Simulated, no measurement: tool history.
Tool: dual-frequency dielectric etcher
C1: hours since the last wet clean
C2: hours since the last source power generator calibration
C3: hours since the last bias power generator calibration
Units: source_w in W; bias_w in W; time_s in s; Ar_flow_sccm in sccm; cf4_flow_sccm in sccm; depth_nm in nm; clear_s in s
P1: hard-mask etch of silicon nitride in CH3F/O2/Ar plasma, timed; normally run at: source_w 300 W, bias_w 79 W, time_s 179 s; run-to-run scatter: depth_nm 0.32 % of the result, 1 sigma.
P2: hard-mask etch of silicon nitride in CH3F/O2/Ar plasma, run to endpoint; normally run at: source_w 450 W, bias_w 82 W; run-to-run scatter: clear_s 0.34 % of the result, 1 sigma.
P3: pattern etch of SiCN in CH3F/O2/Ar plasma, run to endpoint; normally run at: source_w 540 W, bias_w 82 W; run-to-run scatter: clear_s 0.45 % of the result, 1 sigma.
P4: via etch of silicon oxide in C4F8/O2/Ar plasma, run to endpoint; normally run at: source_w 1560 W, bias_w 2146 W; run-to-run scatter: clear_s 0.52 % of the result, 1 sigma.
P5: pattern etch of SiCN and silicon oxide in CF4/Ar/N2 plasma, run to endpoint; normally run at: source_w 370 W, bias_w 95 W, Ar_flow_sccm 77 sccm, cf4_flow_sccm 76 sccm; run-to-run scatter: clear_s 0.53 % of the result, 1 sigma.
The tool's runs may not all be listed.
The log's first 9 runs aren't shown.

{"run": 10, "day": 1.796, "process": "P2", "source_w": 450, "bias_w": 82, "C1": 539.5, "C2": 1436.2, "C3": 759.9, "clear_s": 67.419}
{"run": 11, "day": 2.029, "process": "P1", "source_w": 300, "bias_w": 79, "time_s": 179, "C1": 545.1, "C2": 1441.8, "C3": 765.5, "depth_nm": 117.88}
{"run": 12, "day": 2.229, "process": "P5", "source_w": 490, "bias_w": 95, "Ar_flow_sccm": 77, "cf4_flow_sccm": 76, "C1": 549.9, "C2": 1446.6, "C3": 770.3, "clear_s": 11.778}
{"run": 13, "day": 2.379, "process": "P1", "source_w": 300, "bias_w": 79, "time_s": 179, "C1": 553.5, "C2": 1450.2, "C3": 773.9, "depth_nm": 117.41}
{"run": 14, "day": 2.538, "process": "P2", "source_w": 450, "bias_w": 53, "C1": 557.3, "C2": 1454.0, "C3": 777.7, "clear_s": 77.958}
{"run": 15, "day": 2.779, "process": "P5", "source_w": 370, "bias_w": 95, "Ar_flow_sccm": 100, "cf4_flow_sccm": 76, "C1": 563.1, "C2": 1459.8, "C3": 783.5, "clear_s": 15.696}
{"run": 16, "day": 3.017, "process": "P1", "source_w": 300, "bias_w": 79, "time_s": 235, "C1": 568.8, "C2": 1465.5, "C3": 789.2, "depth_nm": 154.26}
{"run": 17, "day": 3.242, "process": "P5", "source_w": 370, "bias_w": 95, "Ar_flow_sccm": 77, "cf4_flow_sccm": 92, "C1": 574.2, "C2": 1470.9, "C3": 794.6, "clear_s": 14.85}
{"run": 18, "day": 3.4, "process": "P3", "source_w": 540, "bias_w": 82, "C1": 578.0, "C2": 1474.7, "C3": 798.4, "clear_s": 21.324}
{"run": 19, "day": 3.575, "process": "P4", "source_w": 1840, "bias_w": 2146, "C1": 582.2, "C2": 1478.9, "C3": 802.6, "clear_s": 256.85}
{"run": 20, "day": 3.721, "process": "P1", "source_w": 300, "bias_w": 79, "time_s": 126, "C1": 585.7, "C2": 1482.4, "C3": 806.1, "depth_nm": 83.159}
{"run": 21, "day": 3.879, "process": "P3", "source_w": 540, "bias_w": 82, "C1": 589.5, "C2": 1486.2, "C3": 809.9, "clear_s": 21.454}

Run 22 comes next. What will it give?
{"run": 22, "day": 3.996, "process": "P1", "source_w": 380, "bias_w": 79, "time_s": 179, "C1": 592.3, "C2": 1489.0, "C3": 812.7, "depth_nm": "?"}

{"run 22": {"depth_nm": 129.58}}

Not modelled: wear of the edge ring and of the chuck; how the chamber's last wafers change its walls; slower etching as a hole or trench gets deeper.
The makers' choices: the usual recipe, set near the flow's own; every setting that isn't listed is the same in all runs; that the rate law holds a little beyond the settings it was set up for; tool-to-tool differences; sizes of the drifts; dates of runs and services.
